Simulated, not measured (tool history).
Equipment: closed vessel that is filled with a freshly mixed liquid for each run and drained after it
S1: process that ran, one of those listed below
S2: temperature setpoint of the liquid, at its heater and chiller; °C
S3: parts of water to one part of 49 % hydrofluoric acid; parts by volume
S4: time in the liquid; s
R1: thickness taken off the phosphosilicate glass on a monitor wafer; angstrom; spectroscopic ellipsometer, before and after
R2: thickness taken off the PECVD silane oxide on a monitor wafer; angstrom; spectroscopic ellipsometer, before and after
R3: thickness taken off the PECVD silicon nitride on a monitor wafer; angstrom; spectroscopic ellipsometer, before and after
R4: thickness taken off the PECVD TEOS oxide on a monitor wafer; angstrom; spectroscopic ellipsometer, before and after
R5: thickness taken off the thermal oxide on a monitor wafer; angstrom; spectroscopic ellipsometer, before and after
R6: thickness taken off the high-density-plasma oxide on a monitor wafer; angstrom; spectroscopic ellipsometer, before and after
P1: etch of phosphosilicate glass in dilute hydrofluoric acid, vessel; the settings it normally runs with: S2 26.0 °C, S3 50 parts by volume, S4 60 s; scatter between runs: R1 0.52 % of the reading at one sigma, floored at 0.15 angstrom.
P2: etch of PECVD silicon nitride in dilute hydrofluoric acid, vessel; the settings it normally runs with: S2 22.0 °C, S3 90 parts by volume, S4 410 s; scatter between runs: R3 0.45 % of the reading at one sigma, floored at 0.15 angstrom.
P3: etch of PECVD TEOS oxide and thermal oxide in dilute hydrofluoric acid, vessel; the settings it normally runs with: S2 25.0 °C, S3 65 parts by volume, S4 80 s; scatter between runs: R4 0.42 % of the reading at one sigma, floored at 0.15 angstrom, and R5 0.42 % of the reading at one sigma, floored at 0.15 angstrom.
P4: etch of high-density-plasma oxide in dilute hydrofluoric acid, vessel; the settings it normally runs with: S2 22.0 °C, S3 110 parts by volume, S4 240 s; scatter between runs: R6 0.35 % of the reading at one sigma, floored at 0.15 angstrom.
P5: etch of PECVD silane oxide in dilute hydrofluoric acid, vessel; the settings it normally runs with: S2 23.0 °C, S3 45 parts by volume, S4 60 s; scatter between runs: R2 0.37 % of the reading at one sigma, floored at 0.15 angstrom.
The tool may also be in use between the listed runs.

Run 1, hour 4.6: S1 P1, S2 26.0 °C, S3 50 parts by volume, S4 60 s. Result: R1 1005.40 angstrom.
Run 2, hour 10.2: S1 P1, S2 26.0 °C, S3 50 parts by volume, S4 60 s. Result: R1 988.15 angstrom.
Run 3, hour 15.0: S1 P1, S2 26.0 °C, S3 80 parts by volume, S4 30 s. Result: R1 302.17 angstrom.
Run 4, hour 21.1: S1 P1, S2 19.5 °C, S3 50 parts by volume, S4 30 s. Result: R1 379.45 angstrom.
Run 5, hour 24.1: S1 P5, S2 19.0 °C, S3 45 parts by volume, S4 60 s. Result: R2 366.78 angstrom.
Run 6, hour 28.9: S1 P2, S2 29.0 °C, S3 90 parts by volume, S4 410 s. Result: R3 155.850 angstrom.
Run 7, hour 31.6: S1 P1, S2 26.0 °C, S3 50 parts by volume, S4 110 s. Result: R1 1833.80 angstrom.
Run 8, hour 36.4: S1 P1, S2 31.0 °C, S3 50 parts by volume, S4 60 s. Result: R1 1216.20 angstrom.
Run 9, hour 42.1: S1 P1, S2 26.0 °C, S3 50 parts by volume, S4 30 s. Result: R1 501.93 angstrom.
Run 10, hour 45.7: S1 P3, S2 32.0 °C, S3 65 parts by volume, S4 80 s. Result: R4 224.740 angstrom, R5 80.587 angstrom.
Run 11, hour 51.3: S1 P2, S2 22.0 °C, S3 90 parts by volume, S4 740 s. Result: R3 177.820 angstrom.
Run 12, hour 55.7: S1 P1, S2 26.0 °C, S3 50 parts by volume, S4 60 s. Result: R1 1000.30 angstrom.
Run 13, hour 61.4: S1 P5, S2 23.0 °C, S3 70 parts by volume, S4 60 s. Result: R2 270.56 angstrom.
Run 14, hour 66.4: S1 P1, S2 26.0 °C, S3 20 parts by volume, S4 60 s. Result: R1 2589.80 angstrom.
Run 15, hour 71.1: S1 P4, S2 22.0 °C, S3 110 parts by volume, S4 105 s. Result: R6 54.804 angstrom.
Run 16, hour 76.0: S1 P2, S2 22.0 °C, S3 35 parts by volume, S4 410 s. Result: R3 245.050 angstrom.
Run 17, hour 80.5: S1 P1, S2 21.5 °C, S3 50 parts by volume, S4 60 s. Result: R1 828.84 angstrom.
Run 18, hour 85.2: S1 P5, S2 23.0 °C, S3 45 parts by volume, S4 60 s. Result: R2 434.01 angstrom.
Run 19, hour 90.8: S1 P1, S2 26.0 °C, S3 50 parts by volume, S4 60 s. Result: R1 998.56 angstrom.
Run 20, hour 95.1: S1 P2, S2 22.0 °C, S3 90 parts by volume, S4 410 s. Result: R3 98.656 angstrom.
Run 21, hour 101.2: S1 P4, S2 30.0 °C, S3 110 parts by volume, S4 240 s. Result: R6 171.160 angstrom.
Run 22, hour 104.5: S1 P3, S2 25.0 °C, S3 65 parts by volume, S4 80 s. Result: R4 170.640 angstrom, R5 60.956 angstrom.
Run 23, hour 107.9: S1 P4, S2 22.0 °C, S3 110 parts by volume, S4 240 s. Result: R6 125.720 angstrom.
Run 24, hour 112.1: S1 P1, S2 26.0 °C, S3 50 parts by volume, S4 60 s. Result: R1 999.24 angstrom.
Run 25, hour 117.9: S1 P3, S2 25.0 °C, S3 115 parts by volume, S4 80 s. Result: R4 91.116 angstrom, R5 32.336 angstrom.
Run 26, hour 121.5: S1 P5, S2 23.0 °C, S3 45 parts by volume, S4 110 s. Result: R2 802.88 angstrom.
Run 27, hour 127.2: S1 P4, S2 22.0 °C, S3 55 parts by volume, S4 240 s. Result: R6 268.450 angstrom.
Run 28, hour 130.0: S1 P1, S2 26.0 °C, S3 50 parts by volume, S4 60 s. Result: R1 1001.00 angstrom.
Run 29, hour 134.4: S1 P3, S2 25.0 °C, S3 65 parts by volume, S4 30 s. Result: R4 63.681 angstrom, R5 22.603 angstrom.
Run 30, hour 140.1: S1 P1, S2 26.0 °C, S3 75 parts by volume, S4 60 s. Result: R1 639.18 angstrom.
Run 31, hour 145.4: S1 P2, S2 22.0 °C, S3 90 parts by volume, S4 410 s. Result: R3 98.080 angstrom.
Run 32, hour 151.3: S1 P1, S2 26.0 °C, S3 50 parts by volume, S4 60 s. Result: R1 992.57 angstrom.
Run 33, hour 155.9: S1 P1, S2 26.0 °C, S3 50 parts by volume, S4 60 s. Result: R1 1029.20 angstrom.
Run 34, hour 159.6: S1 P1, S2 26.0 °C, S3 50 parts by volume, S4 60 s. Result: R1 1045.00 angstrom.
Run 35, hour 164.1: S1 P1, S2 26.0 °C, S3 50 parts by volume, S4 60 s. Result: R1 1060.50 angstrom.
Run 36, hour 169.9: S1 P1, S2 26.0 °C, S3 50 parts by volume, S4 60 s. Result: R1 1072.30 angstrom.
Run 37, hour 175.9: S1 P1, S2 26.0 °C, S3 50 parts by volume, S4 60 s. Result: R1 1081.40 angstrom.
Run 38, hour 178.6: S1 P1, S2 26.0 °C, S3 50 parts by volume, S4 60 s. Result: R1 1092.60 angstrom.
Run 39, hour 184.1: S1 P1, S2 26.0 °C, S3 50 parts by volume, S4 60 s. Result: R1 1079.30 angstrom.
Run 40, hour 190.0: S1 P1, S2 26.0 °C, S3 50 parts by volume, S4 60 s. Result: R1 1077.40 angstrom.
Run 41, hour 194.7: S1 P1, S2 26.0 °C, S3 50 parts by volume, S4 60 s. Result: R1 1087.70 angstrom.
Run 42, hour 200.8: S1 P1, S2 26.0 °C, S3 50 parts by volume, S4 60 s. Result: R1 1092.10 angstrom.

The output of P1 has drifted from where it used to be. Each of the 2 causes below, taken at the size shown beside it, accounts for the log equally well:
A: liquid hotter than its thermometer reads (K) = 2.12
B: hydrofluoric acid flow above the setpoint (%) = 8.28
At approximately hour 151.3, the process output began to creep.

Of the 4 check runs listed below, each run on one wafer and each result written as a question mark, which would let you distinguish the listed causes because they would give clearly different results?
Run check 1, hour 206.9: S1 P5, S2 23.0 °C, S3 45 parts by volume, S4 60 s. Result: R2 ?.
Run check 2, hour 206.9: S1 P4, S2 22.0 °C, S3 110 parts by volume, S4 240 s. Result: R6 ?.
Run check 3, hour 206.9: S1 P3, S2 25.0 °C, S3 65 parts by volume, S4 80 s. Result: R4 ?, R5 ?.
Run check 4, hour 206.9: S1 P2, S2 22.0 °C, S3 90 parts by volume, S4 410 s. Result: R3 ?.

How each check would come out, cause by cause:
  check  result     if A     if B
check 1      R2   473.57   471.89
check 2      R6  137.000  137.710
check 3      R4  185.770  186.030
check 3      R5   66.428   66.522
check 4      R3  113.240  106.280
Gap, in per cent, between the two causes that each check separates least, read from the result that separates them most: check 1 0.36 %; check 2 0.52 %; check 3 0.14 %; check 4 6.34 %
The other checks would show nearly matching results whichever cause is true, so check 4 is the only one that separates the causes.

Check 4 has now been run. It gave: R3 106.480 angstrom. Which of the candidate causes is it?

It was cause B: hydrofluoric acid flow above the setpoint (%).

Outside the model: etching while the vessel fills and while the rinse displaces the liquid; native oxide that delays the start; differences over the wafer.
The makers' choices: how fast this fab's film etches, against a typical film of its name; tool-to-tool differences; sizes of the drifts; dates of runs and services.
